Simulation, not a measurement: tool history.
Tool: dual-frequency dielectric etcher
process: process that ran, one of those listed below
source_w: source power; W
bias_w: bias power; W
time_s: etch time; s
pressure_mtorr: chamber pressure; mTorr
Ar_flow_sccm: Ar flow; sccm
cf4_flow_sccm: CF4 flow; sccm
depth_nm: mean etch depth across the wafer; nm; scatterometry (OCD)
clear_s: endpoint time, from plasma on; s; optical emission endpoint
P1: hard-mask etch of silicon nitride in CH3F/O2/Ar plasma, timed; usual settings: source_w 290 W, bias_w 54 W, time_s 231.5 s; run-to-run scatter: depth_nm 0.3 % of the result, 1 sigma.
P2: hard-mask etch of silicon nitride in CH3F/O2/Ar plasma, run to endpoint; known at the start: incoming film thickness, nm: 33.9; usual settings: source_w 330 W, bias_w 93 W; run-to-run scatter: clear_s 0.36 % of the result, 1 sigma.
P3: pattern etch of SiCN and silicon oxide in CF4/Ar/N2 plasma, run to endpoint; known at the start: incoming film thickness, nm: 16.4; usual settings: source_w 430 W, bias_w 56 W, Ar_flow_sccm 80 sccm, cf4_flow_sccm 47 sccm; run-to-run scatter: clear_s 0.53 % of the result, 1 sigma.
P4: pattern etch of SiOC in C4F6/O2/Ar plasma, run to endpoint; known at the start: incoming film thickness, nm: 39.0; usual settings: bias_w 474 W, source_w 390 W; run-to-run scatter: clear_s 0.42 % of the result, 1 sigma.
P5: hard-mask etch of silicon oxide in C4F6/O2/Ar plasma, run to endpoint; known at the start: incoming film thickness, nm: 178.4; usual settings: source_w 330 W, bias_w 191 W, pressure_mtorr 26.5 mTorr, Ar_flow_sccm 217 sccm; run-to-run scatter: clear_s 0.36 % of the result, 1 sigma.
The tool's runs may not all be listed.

run,day,process,source_w,bias_w,time_s,pressure_mtorr,Ar_flow_sccm,cf4_flow_sccm,hours since the last wet clean,hours since the last source power generator calibration,hours since the last bias power generator calibration,depth_nm,clear_s
1,0.396,P1,290,54,231.5,,,,252.1,600.3,2226.5,124.4,
2,1.158,P1,380,54,305.5,,,,270.4,618.6,2244.8,182.14,
3,1.929,P5,330,191,,34,217,,288.9,637.1,2263.3,,61.518
4,2.467,P3,430,75,,,80,47,301.8,650,2276.2,,20.399
5,3.038,P1,290,54,231.5,,,,315.5,663.7,2289.9,123.97,
6,3.758,P5,330,191,,26.5,303,,332.8,681,2307.2,,61.492
7,4.25,P3,430,56,,,80,35,344.6,692.8,2319,,23.978
8,4.754,P4,520,474,,,,,356.7,704.9,2331.1,,12.294
9,5.479,P2,230,93,,,,,374.1,722.3,2348.5,,53.916
10,6.017,P4,390,474,,,,,387,735.2,2361.4,,13.764
11,6.5,P5,330,191,,26.5,217,,398.6,746.8,2373,,59.212
12,7.146,P3,430,56,,,48,47,414.1,762.3,2388.5,,20.84
13,7.654,P4,390,289,,,,,426.3,774.5,2400.7,,16.351
14,8.021,P2,330,55,,,,,435.1,783.3,2409.5,,56.932
15,8.592,P5,400,191,,26.5,217,,448.8,797,2423.2,,55.185
16,9.058,P1,290,54,177.5,,,,460,808.2,2434.4,95.045,
17,9.504,P1,290,54,231.5,,,,470.7,818.9,2445.1,123.94,
18,10.292,P5,330,137,,26.5,217,,489.6,837.8,2464,,66.057
19,10.683,P1,290,54,231.5,,,,499,847.2,2473.4,123.7,
20,11.321,P1,290,33,231.5,,,,514.3,862.5,2488.7,106.03,
21,11.979,P1,230,54,231.5,,,,530.1,878.3,2504.5,113.81,
22,12.696,P2,330,93,,,,,547.3,895.5,2521.7,,46.984
23,13.233,P4,390,474,,,,,560.2,908.4,2534.6,,13.738
24,13.917,P3,310,56,,,80,47,576.6,924.8,2551,,30.143
# day 14.612: wet clean of the chamber
25,14.708,P1,290,76,231.5,,,,2.3,943.8,2570,139.76,
26,15.204,P1,290,54,284.5,,,,14.2,955.7,2581.9,151.79,

The next listed run, before its measurement:
27,15.829,P1,400,54,231.5,,,,29.2,970.7,2596.9,?,

depth_nm: 141.02 nm
